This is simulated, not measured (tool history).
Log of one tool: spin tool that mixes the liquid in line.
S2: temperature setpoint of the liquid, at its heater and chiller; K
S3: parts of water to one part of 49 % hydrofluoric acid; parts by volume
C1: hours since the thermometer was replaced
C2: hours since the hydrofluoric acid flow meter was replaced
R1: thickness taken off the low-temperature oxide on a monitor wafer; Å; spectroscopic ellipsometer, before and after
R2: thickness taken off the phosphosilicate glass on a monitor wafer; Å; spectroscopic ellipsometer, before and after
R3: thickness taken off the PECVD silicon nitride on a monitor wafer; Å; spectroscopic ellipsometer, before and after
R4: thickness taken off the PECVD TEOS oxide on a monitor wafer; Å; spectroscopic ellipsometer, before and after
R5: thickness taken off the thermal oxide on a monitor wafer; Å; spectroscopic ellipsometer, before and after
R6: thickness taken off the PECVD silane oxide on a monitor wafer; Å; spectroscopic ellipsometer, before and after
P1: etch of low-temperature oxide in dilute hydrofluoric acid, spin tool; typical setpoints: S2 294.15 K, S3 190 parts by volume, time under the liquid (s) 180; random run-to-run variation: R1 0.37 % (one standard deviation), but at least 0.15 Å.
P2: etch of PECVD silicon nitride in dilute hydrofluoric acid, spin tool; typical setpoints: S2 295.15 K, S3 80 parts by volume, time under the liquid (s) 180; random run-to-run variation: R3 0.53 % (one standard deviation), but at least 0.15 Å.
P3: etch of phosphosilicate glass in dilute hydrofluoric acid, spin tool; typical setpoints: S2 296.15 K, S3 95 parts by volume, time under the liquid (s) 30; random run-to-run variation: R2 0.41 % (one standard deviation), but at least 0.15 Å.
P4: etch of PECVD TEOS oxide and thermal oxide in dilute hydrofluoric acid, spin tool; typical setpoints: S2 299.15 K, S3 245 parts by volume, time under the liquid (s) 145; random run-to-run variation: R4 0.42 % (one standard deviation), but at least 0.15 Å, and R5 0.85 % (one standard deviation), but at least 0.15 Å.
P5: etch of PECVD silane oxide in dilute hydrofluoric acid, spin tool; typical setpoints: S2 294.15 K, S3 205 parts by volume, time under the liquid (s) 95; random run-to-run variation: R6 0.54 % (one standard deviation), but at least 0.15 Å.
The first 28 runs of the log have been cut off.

run 29 day=8.438 | process_that_ran=P1 S2=294.15 S3=190 time_under_the_liquid_(s)=65 | C1=1014.6 C2=22.4 | R1=77.682
run 30 day=8.762 | process_that_ran=P3 S2=290.15 S3=95 time_under_the_liquid_(s)=30 | C1=1022.4 C2=30.2 | R2=272.3
run 31 day=9.062 | process_that_ran=P1 S2=294.15 S3=190 time_under_the_liquid_(s)=180 | C1=1029.6 C2=37.4 | R1=214.92
run 32 day=9.3 | process_that_ran=P1 S2=294.15 S3=190 time_under_the_liquid_(s)=180 | C1=1035.3 C2=43.1 | R1=211.43
run 33 day=9.479 | process_that_ran=P1 S2=294.15 S3=190 time_under_the_liquid_(s)=180 | C1=1039.6 C2=47.4 | R1=207.6
run 34 day=9.708 | process_that_ran=P1 S2=294.15 S3=190 time_under_the_liquid_(s)=180 | C1=1045.1 C2=52.9 | R1=206.9
run 35 day=9.958 | process_that_ran=P1 S2=294.15 S3=190 time_under_the_liquid_(s)=180 | C1=1051.1 C2=58.9 | R1=204.18
run 36 day=10.146 | process_that_ran=P1 S2=294.15 S3=190 time_under_the_liquid_(s)=180 | C1=1055.6 C2=63.4 | R1=205.7
run 37 day=10.354 | process_that_ran=P1 S2=294.15 S3=190 time_under_the_liquid_(s)=180 | C1=1060.6 C2=68.4 | R1=202.57
run 38 day=10.738 | process_that_ran=P1 S2=294.15 S3=190 time_under_the_liquid_(s)=180 | C1=1069.8 C2=77.6 | R1=200.66
run 39 day=10.975 | process_that_ran=P1 S2=294.15 S3=190 time_under_the_liquid_(s)=180 | C1=1075.5 C2=83.3 | R1=200.67

Run 40 has not been measured yet. What should we expect?
run 40 day=11.242 | process_that_ran=P1 S2=294.15 S3=190 time_under_the_liquid_(s)=180 | C1=1081.9 C2=89.7 | R1=?

Run 40 produced R1 199.5 Å.

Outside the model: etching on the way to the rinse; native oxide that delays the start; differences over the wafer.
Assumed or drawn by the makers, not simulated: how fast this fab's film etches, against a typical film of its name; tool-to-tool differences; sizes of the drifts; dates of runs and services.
